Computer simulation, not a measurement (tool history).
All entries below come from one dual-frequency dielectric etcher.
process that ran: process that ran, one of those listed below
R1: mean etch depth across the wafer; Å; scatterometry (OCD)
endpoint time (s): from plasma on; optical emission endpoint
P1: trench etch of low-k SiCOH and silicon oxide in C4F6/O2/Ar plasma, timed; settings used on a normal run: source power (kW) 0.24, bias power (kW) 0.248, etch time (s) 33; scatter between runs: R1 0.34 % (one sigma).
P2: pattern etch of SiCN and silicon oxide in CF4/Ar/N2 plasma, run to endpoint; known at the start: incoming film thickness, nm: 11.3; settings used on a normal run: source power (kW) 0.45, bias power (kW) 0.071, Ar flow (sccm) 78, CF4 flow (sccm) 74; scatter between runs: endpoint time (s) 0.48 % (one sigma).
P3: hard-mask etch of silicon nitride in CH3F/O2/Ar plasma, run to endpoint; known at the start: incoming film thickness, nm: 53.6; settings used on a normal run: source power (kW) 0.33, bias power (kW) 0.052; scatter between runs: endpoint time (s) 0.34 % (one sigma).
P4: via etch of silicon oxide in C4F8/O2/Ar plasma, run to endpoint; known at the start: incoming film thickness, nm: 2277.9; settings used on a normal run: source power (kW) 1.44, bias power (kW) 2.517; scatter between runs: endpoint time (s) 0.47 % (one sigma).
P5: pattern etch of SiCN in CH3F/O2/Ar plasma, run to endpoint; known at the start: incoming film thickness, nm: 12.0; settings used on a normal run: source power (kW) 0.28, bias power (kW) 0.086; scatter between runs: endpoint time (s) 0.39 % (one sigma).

Run 1, hour 7.2: process that ran P1, source power (kW) 0.24, bias power (kW) 0.248, etch time (s) 33. Result: R1 962.81 Å.
Run 2, hour 13.5: process that ran P1, source power (kW) 0.24, bias power (kW) 0.248, etch time (s) 33. Result: R1 955.38 Å.
Run 3, hour 19.8: process that ran P5, source power (kW) 0.38, bias power (kW) 0.086. Result: endpoint time (s) 30.567.
Run 4, hour 23.4: process that ran P1, source power (kW) 0.16, bias power (kW) 0.248, etch time (s) 33. Result: R1 826.11 Å.
Run 5, hour 27.3: process that ran P1, source power (kW) 0.24, bias power (kW) 0.248, etch time (s) 33. Result: R1 958.69 Å.
Run 6, hour 31.8: process that ran P1, source power (kW) 0.24, bias power (kW) 0.248, etch time (s) 33. Result: R1 963 Å.
Run 7, hour 35.2: process that ran P5, source power (kW) 0.28, bias power (kW) 0.086. Result: endpoint time (s) 34.167.
Run 8, hour 42.4: process that ran P3, source power (kW) 0.33, bias power (kW) 0.042. Result: endpoint time (s) 99.763.
Run 9, hour 47: process that ran P5, source power (kW) 0.28, bias power (kW) 0.122. Result: endpoint time (s) 30.081.
Run 10, hour 50.2: process that ran P2, source power (kW) 0.45, bias power (kW) 0.071, Ar flow (sccm) 78, CF4 flow (sccm) 74. Result: endpoint time (s) 12.659.
Run 11, hour 56.4: process that ran P4, source power (kW) 1.44, bias power (kW) 2.517. Result: endpoint time (s) 475.57.
Run 12, hour 60.7: process that ran P1, source power (kW) 0.24, bias power (kW) 0.248, etch time (s) 46. Result: R1 1340.1 Å.
Run 13, hour 65.2: process that ran P1, source power (kW) 0.24, bias power (kW) 0.301, etch time (s) 33. Result: R1 1029.8 Å.
Run 14, hour 72: process that ran P1, source power (kW) 0.24, bias power (kW) 0.248, etch time (s) 33. Result: R1 960.99 Å.
Run 15, hour 76.1: process that ran P2, source power (kW) 0.45, bias power (kW) 0.099, Ar flow (sccm) 78, CF4 flow (sccm) 74. Result: endpoint time (s) 11.33.
At hour 81.2: wet clean of the chamber.
Run 16, hour 82.1: process that ran P4, source power (kW) 1.44, bias power (kW) 3.346. Result: endpoint time (s) 431.84.
Run 17, hour 88.8: process that ran P4, source power (kW) 1.44, bias power (kW) 2.517. Result: endpoint time (s) 472.24.
Run 18, hour 95.5: process that ran P1, source power (kW) 0.24, bias power (kW) 0.248, etch time (s) 22. Result: R1 641.45 Å.
Run 19, hour 100.3: process that ran P3, source power (kW) 0.33, bias power (kW) 0.052. Result: endpoint time (s) 92.695.
Run 20, hour 104.8: process that ran P1, source power (kW) 0.31, bias power (kW) 0.316, etch time (s) 33. Result: R1 1155.1 Å.
Run 21, hour 112: process that ran P1, source power (kW) 0.24, bias power (kW) 0.174, etch time (s) 33. Result: R1 852.09 Å.
Run 22, hour 117.9: process that ran P2, source power (kW) 0.33, bias power (kW) 0.071, Ar flow (sccm) 78, CF4 flow (sccm) 74. Result: endpoint time (s) 16.737.

Run 23, settings as shown, results not yet in. Your forecast:
Run 23, hour 121.5: process that ran P1, source power (kW) 0.33, bias power (kW) 0.248, etch time (s) 33. Result: R1 ?.

R1: 1082.3 Å
